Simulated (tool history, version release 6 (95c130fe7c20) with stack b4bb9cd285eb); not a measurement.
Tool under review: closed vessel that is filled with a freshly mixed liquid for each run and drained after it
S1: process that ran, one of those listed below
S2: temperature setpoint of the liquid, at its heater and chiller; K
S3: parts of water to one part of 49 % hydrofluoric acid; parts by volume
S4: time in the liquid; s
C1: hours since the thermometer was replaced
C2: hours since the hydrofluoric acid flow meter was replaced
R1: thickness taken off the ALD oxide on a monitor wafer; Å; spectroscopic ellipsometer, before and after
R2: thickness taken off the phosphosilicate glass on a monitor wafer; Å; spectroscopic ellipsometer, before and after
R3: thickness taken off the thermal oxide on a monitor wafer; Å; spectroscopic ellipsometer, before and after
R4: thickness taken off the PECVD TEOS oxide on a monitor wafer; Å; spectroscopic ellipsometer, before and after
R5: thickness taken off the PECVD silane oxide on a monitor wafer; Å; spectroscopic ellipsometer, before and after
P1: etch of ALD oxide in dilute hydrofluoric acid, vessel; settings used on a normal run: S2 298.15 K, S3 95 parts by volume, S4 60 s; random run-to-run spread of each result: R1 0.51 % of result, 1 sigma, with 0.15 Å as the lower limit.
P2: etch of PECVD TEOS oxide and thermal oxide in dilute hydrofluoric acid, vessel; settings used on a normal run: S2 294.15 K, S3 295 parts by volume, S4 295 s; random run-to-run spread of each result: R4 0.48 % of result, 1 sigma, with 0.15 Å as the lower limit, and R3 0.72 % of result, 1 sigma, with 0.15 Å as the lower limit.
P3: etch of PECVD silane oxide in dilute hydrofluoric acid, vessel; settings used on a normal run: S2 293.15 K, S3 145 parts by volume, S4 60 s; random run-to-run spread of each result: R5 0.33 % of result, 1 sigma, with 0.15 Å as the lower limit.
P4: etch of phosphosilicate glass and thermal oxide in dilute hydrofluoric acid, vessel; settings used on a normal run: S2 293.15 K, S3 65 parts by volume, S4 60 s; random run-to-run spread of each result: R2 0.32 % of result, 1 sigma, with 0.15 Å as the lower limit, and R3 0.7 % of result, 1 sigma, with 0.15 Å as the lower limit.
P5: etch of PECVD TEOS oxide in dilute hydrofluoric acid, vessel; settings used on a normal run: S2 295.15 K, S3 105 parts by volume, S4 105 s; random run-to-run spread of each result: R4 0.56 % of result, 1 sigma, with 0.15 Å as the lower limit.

| run | hour | S1 | S2 | S3 | S4 | C1 | C2 | R1 | R2 | R3 | R4 | R5 |
|---|---|---|---|---|---|---|---|---|---|---|---|---|
| 1 | 3.8 | P1 | 298.15 | 95 | 60 | 828.5 | 699.2 | 105.770 |  |  |  |  |
| 2 | 7.0 | P4 | 293.15 | 105 | 60 | 831.7 | 702.4 |  | 680.13 | 21.7920 |  |  |
| 3 | 9.3 | P2 | 294.15 | 295 | 295 | 834.0 | 704.7 |  |  | 33.3140 | 128.210 |  |
| 4 | 12.6 | P1 | 298.15 | 95 | 60 | 837.3 | 708.0 | 105.500 |  |  |  |  |
| 5 | 16.7 | P1 | 292.15 | 95 | 60 | 841.4 | 712.1 | 82.739 |  |  |  |  |
| 6 | 20.8 | P1 | 298.15 | 95 | 60 | 845.5 | 716.2 | 104.910 |  |  |  |  |
| 7 | 23.9 | P1 | 304.15 | 95 | 30 | 848.6 | 719.3 | 66.431 |  |  |  |  |
| 8 | 27.5 | P2 | 301.65 | 295 | 295 | 852.2 | 722.9 |  |  | 43.2790 | 166.160 |  |
| 9 | 31.2 | P5 | 295.15 | 105 | 170 | 855.9 | 726.6 |  |  |  | 257.980 |  |
| 10 | 34.7 | P4 | 293.15 | 65 | 115 | 859.4 | 730.1 |  | 2210.70 | 71.2560 |  |  |
| 11 | 37.8 | P1 | 291.15 | 95 | 35 | 862.5 | 733.2 | 47.201 |  |  |  |  |
| 12 | 40.4 | P1 | 303.65 | 95 | 30 | 865.1 | 735.8 | 65.678 |  |  |  |  |
| 13 | 44.5 | P2 | 294.15 | 525 | 295 | 869.2 | 739.9 |  |  | 15.9770 | 59.234 |  |
| 14 | 48.3 | P3 | 290.15 | 145 | 60 | 873.0 | 743.7 |  |  |  |  | 88.875 |
| 15 | 52.0 | P4 | 293.15 | 65 | 60 | 876.7 | 747.4 |  | 1148.50 | 36.6370 |  |  |
| 16 | 54.8 | P1 | 306.15 | 95 | 60 | 879.5 | 750.2 | 143.700 |  |  |  |  |
| 17 | 57.8 | P1 | 298.15 | 95 | 90 | 882.5 | 753.2 | 159.310 |  |  |  |  |
| 18 | 61.0 | P1 | 298.15 | 95 | 30 | 885.7 | 756.4 | 53.273 |  |  |  |  |
| 19 | 64.6 | P2 | 294.15 | 295 | 50 | 889.3 | 760.0 |  |  | 5.5181 | 21.758 |  |
| 20 | 67.8 | P5 | 295.15 | 105 | 105 | 892.5 | 763.2 |  |  |  | 160.610 |  |
| 21 | 72.0 | P3 | 293.15 | 145 | 30 | 896.7 | 767.4 |  |  |  |  | 50.052 |

The next listed run, before its measurement:
| 22 | 74.9 | P1 | 298.15 | 165 | 60 | 899.6 | 770.3 | ? |  |  |  |  |

{"run 22": {"R1": 55.754}}

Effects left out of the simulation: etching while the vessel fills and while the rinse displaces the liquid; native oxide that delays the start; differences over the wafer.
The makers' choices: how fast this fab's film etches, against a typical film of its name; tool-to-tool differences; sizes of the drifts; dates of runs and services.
